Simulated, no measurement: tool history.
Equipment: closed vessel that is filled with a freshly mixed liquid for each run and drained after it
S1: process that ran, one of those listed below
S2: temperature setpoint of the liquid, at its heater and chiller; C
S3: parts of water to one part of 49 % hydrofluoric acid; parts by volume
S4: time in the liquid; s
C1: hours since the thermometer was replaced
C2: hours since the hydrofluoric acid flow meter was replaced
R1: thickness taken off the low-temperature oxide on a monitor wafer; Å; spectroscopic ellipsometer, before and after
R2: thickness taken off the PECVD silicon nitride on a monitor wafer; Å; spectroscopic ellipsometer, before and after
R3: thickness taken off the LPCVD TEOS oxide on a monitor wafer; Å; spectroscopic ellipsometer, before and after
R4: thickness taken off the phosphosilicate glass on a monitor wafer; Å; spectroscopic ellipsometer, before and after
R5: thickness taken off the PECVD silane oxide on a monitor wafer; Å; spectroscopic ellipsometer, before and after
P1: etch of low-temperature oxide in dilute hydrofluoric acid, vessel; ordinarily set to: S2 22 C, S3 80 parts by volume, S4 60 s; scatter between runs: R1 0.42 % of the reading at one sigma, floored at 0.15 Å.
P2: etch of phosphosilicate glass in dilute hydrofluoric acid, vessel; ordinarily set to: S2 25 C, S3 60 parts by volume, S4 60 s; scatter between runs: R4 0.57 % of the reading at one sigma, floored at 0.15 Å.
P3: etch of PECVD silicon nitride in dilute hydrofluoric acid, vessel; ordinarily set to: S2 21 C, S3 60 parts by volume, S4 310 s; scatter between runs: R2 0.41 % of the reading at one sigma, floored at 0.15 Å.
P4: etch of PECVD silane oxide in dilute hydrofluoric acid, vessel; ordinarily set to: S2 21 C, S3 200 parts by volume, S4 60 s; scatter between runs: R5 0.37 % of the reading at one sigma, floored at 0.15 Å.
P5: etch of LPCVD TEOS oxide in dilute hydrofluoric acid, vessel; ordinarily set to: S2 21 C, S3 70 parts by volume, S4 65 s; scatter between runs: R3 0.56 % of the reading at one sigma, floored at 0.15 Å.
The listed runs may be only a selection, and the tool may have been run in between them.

run 1 day=0.717 | S1=P1 S2=22 S3=80 S4=60 | C1=269.1 C2=76.4 | R1=144.54
run 2 day=1.396 | S1=P3 S2=21 S3=60 S4=580 | C1=285.4 C2=92.7 | R2=215.41
run 3 day=1.854 | S1=P5 S2=21 S3=70 S4=65 | C1=296.4 C2=103.7 | R3=300.34
run 4 day=2.512 | S1=P2 S2=25 S3=60 S4=100 | C1=312.2 C2=119.5 | R4=2018.6
run 5 day=3.154 | S1=P1 S2=22 S3=80 S4=60 | C1=327.6 C2=134.9 | R1=145.67
run 6 day=3.567 | S1=P1 S2=22 S3=80 S4=60 | C1=337.5 C2=144.8 | R1=144.72
run 7 day=3.988 | S1=P1 S2=27 S3=80 S4=60 | C1=347.6 C2=154.9 | R1=177.8
run 8 day=4.65 | S1=P1 S2=17 S3=145 S4=60 | C1=363.5 C2=170.8 | R1=60.32
run 9 day=5.142 | S1=P1 S2=22 S3=120 S4=110 | C1=375.3 C2=182.6 | R1=169.33
run 10 day=5.925 | S1=P5 S2=21 S3=70 S4=30 | C1=394.1 C2=201.4 | R3=136.5
run 11 day=6.454 | S1=P4 S2=21 S3=200 S4=60 | C1=406.8 C2=214.1 | R5=116.37
run 12 day=6.912 | S1=P4 S2=21 S3=200 S4=30 | C1=417.8 C2=225.1 | R5=58.346
run 13 day=7.462 | S1=P2 S2=25 S3=95 S4=60 | C1=431 C2=238.3 | R4=716.34
run 14 day=7.846 | S1=P3 S2=17 S3=60 S4=310 | C1=440.2 C2=247.5 | R2=87.709
run 15 day=8.558 | S1=P1 S2=22 S3=80 S4=60 | C1=457.3 C2=264.6 | R1=144.68
run 16 day=9.154 | S1=P3 S2=21 S3=60 S4=310 | C1=471.6 C2=278.9 | R2=115.52
run 17 day=9.917 | S1=P5 S2=21 S3=70 S4=65 | C1=489.9 C2=297.2 | R3=301.69
run 18 day=10.621 | S1=P2 S2=21 S3=60 S4=60 | C1=506.8 C2=314.1 | R4=1030.5
run 19 day=10.992 | S1=P5 S2=21 S3=45 S4=65 | C1=515.7 C2=323 | R3=473.34
run 20 day=11.429 | S1=P4 S2=21 S3=200 S4=60 | C1=526.2 C2=333.5 | R5=116.38
run 21 day=11.929 | S1=P4 S2=17 S3=200 S4=60 | C1=538.2 C2=345.5 | R5=99.406
-- day=12.433 hydrofluoric acid flow meter replaced
run 22 day=12.608 | S1=P1 S2=22 S3=80 S4=30 | C1=554.5 C2=4.3 | R1=72.194
run 23 day=13.304 | S1=P1 S2=22 S3=80 S4=110 | C1=571.2 C2=21 | R1=263.15
run 24 day=13.804 | S1=P1 S2=17.5 S3=80 S4=60 | C1=583.2 C2=33 | R1=120.21
run 25 day=14.379 | S1=P1 S2=22 S3=130 S4=60 | C1=597 C2=46.8 | R1=84.661
run 26 day=14.825 | S1=P1 S2=22 S3=40 S4=60 | C1=607.7 C2=57.5 | R1=305.21
run 27 day=15.454 | S1=P3 S2=21 S3=20 S4=310 | C1=622.8 C2=72.6 | R2=334.83
run 28 day=15.862 | S1=P5 S2=29 S3=70 S4=65 | C1=632.6 C2=82.4 | R3=409.23
run 29 day=16.546 | S1=P4 S2=21 S3=290 S4=60 | C1=649 C2=98.8 | R5=73.663
run 30 day=17.175 | S1=P2 S2=25 S3=60 S4=60 | C1=664.1 C2=113.9 | R4=1195
run 31 day=17.712 | S1=P1 S2=22 S3=80 S4=60 | C1=677 C2=126.8 | R1=145.68
run 32 day=18.308 | S1=P1 S2=22 S3=80 S4=60 | C1=691.3 C2=141.1 | R1=141.39
run 33 day=19.05 | S1=P1 S2=22 S3=80 S4=60 | C1=709.1 C2=158.9 | R1=137.35
run 34 day=19.617 | S1=P1 S2=22 S3=80 S4=60 | C1=722.7 C2=172.5 | R1=137.97
run 35 day=20.358 | S1=P1 S2=22 S3=80 S4=60 | C1=740.5 C2=190.3 | R1=135.68
run 36 day=20.904 | S1=P1 S2=22 S3=80 S4=60 | C1=753.6 C2=203.4 | R1=137.27
run 37 day=21.433 | S1=P1 S2=22 S3=80 S4=60 | C1=766.3 C2=216.1 | R1=136.23
run 38 day=22.138 | S1=P1 S2=22 S3=80 S4=60 | C1=783.2 C2=233 | R1=136.36

P1 has crept away from where it was. The log is fitted equally well by each of these 2 causes, at the sizes shown:
A: hydrofluoric acid flow below the setpoint (%) = 5.55
B: liquid colder than its thermometer reads (K) = 1.53
The drift started at roughly day 17.712.

Listed below are the offered check runs, one wafer per run, with question marks in place of results. For which of them would the causes give clearly different outcomes?
run check 1 day=22.842 | S1=P2 S2=25 S3=80 S4=95 | R4=?
run check 2 day=22.842 | S1=P5 S2=21 S3=70 S4=40 | R3=?
run check 3 day=22.842 | S1=P4 S2=21 S3=200 S4=35 | R5=?
run check 4 day=22.842 | S1=P3 S2=21 S3=35 S4=445 | R2=?

Predicted outcomes, by check and by cause:
check=check_1 result=R4 if_A=1308.1 if_B=1310.4
check=check_2 result=R3 if_A=172.4 if_B=172.05
check=check_3 result=R5 if_A=63.417 if_B=64.047
check=check_4 result=R2 if_A=264.37 if_B=251.11
Gap, in per cent, between the two causes that each check separates least, read from the result that separates them most: check 1 0.18 %; check 2 0.2 %; check 3 0.99 %; check 4 5.15 %
Of the check runs offered, only check 4 discriminates between the causes; the rest would read about the same regardless of which cause applies.

With check 4 done, the readings were: R2 248.94 Å. Identify which of the listed causes applies.

B is the cause: liquid colder than its thermometer reads (K).
